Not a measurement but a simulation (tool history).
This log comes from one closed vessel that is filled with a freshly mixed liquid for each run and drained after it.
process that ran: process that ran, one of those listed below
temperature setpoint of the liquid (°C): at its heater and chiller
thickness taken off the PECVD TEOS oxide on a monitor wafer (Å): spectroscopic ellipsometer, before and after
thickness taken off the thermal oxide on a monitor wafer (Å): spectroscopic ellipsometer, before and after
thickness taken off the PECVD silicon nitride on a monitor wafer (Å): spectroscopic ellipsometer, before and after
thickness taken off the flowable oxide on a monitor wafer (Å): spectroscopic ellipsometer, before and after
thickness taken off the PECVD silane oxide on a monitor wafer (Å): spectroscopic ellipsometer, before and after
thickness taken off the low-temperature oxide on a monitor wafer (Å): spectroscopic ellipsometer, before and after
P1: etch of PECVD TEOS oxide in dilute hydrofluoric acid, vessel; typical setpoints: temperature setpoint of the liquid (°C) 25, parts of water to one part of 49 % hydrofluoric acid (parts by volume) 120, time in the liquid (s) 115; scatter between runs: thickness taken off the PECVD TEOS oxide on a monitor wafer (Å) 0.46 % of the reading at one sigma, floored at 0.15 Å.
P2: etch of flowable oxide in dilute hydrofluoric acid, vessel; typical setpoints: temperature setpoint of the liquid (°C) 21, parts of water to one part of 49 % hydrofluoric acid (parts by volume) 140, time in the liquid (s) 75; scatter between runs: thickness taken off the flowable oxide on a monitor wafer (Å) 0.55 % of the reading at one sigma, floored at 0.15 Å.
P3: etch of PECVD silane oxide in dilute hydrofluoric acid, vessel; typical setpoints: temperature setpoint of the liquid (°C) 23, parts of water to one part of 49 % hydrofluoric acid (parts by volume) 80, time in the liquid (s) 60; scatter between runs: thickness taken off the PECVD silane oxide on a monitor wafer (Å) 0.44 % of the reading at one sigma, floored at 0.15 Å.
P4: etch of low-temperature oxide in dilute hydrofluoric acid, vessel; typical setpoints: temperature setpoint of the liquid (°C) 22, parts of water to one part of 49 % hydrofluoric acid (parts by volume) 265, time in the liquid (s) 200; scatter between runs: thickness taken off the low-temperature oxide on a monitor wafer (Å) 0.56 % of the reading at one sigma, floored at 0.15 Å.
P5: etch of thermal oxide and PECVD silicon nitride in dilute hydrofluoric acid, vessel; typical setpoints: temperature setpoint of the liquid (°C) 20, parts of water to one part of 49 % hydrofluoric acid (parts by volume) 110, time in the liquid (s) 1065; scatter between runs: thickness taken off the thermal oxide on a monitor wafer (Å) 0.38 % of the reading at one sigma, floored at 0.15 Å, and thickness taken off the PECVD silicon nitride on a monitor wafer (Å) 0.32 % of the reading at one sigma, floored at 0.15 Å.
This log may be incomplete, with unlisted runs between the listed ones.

| run | hour | process that ran | temperature setpoint of the liquid (°C) | parts of water to one part of 49 % hydrofluoric acid (parts by volume) | time in the liquid (s) | thickness taken off the PECVD TEOS oxide on a monitor wafer (Å) | thickness taken off the thermal oxide on a monitor wafer (Å) | thickness taken off the PECVD silicon nitride on a monitor wafer (Å) | thickness taken off the flowable oxide on a monitor wafer (Å) | thickness taken off the PECVD silane oxide on a monitor wafer (Å) | thickness taken off the low-temperature oxide on a monitor wafer (Å) |
|---|---|---|---|---|---|---|---|---|---|---|---|
| 1 | 5.9 | P1 | 25 | 120 | 115 | 126.56 |  |  |  |  |  |
| 2 | 16.8 | P5 | 20 | 110 | 1065 |  | 367.34 | 403.91 |  |  |  |
| 3 | 27.5 | P1 | 25 | 120 | 185 | 202.88 |  |  |  |  |  |
| 4 | 33 | P5 | 20 | 110 | 305 |  | 106.51 | 114.5 |  |  |  |
| 5 | 38.2 | P1 | 32.5 | 30 | 115 | 769.11 |  |  |  |  |  |
| 6 | 45.8 | P2 | 21 | 140 | 75 |  |  |  | 185.38 |  |  |
| 7 | 55.3 | P2 | 21 | 140 | 30 |  |  |  | 73.962 |  |  |
| 8 | 64.6 | P3 | 30.5 | 80 | 60 |  |  |  |  | 146.63 |  |
| 9 | 74.2 | P1 | 25 | 195 | 115 | 71.636 |  |  |  |  |  |
| 10 | 81.2 | P1 | 25 | 120 | 115 | 126.75 |  |  |  |  |  |
| 11 | 88 | P4 | 17 | 265 | 200 |  |  |  |  |  | 121.93 |
| 12 | 94.9 | P2 | 21 | 140 | 75 |  |  |  | 183.78 |  |  |
| 13 | 101.4 | P4 | 22 | 265 | 335 |  |  |  |  |  | 244.03 |
| 14 | 109.8 | P1 | 17 | 120 | 115 | 92.164 |  |  |  |  |  |
| 15 | 120.1 | P1 | 25 | 120 | 115 | 126.77 |  |  |  |  |  |
| 16 | 128.4 | P5 | 20 | 160 | 1065 |  | 241.73 | 279.76 |  |  |  |
| 17 | 138.3 | P1 | 25 | 30 | 115 | 567.93 |  |  |  |  |  |
| 18 | 144.2 | P1 | 25 | 120 | 30 | 32.706 |  |  |  |  |  |
| 19 | 154.4 | P4 | 22 | 125 | 200 |  |  |  |  |  | 357.01 |
| 20 | 162 | P5 | 20 | 110 | 1065 |  | 370.26 | 401.88 |  |  |  |
| 21 | 171.9 | P4 | 22 | 265 | 200 |  |  |  |  |  | 145.05 |
| 22 | 179 | P2 | 21 | 220 | 75 |  |  |  | 106.88 |  |  |
| 23 | 184.6 | P5 | 17 | 110 | 1065 |  | 327.07 | 328.03 |  |  |  |
| 24 | 195.1 | P3 | 23 | 80 | 30 |  |  |  |  | 54.901 |  |
| 25 | 202.1 | P1 | 33 | 120 | 115 | 171.52 |  |  |  |  |  |

Run 26 has not been measured yet. What should we expect?
| 26 | 207.8 | P3 | 23 | 20 | 60 |  |  |  |  | ? |  |

Run 26 yielded thickness taken off the PECVD silane oxide on a monitor wafer (Å) 472.2.
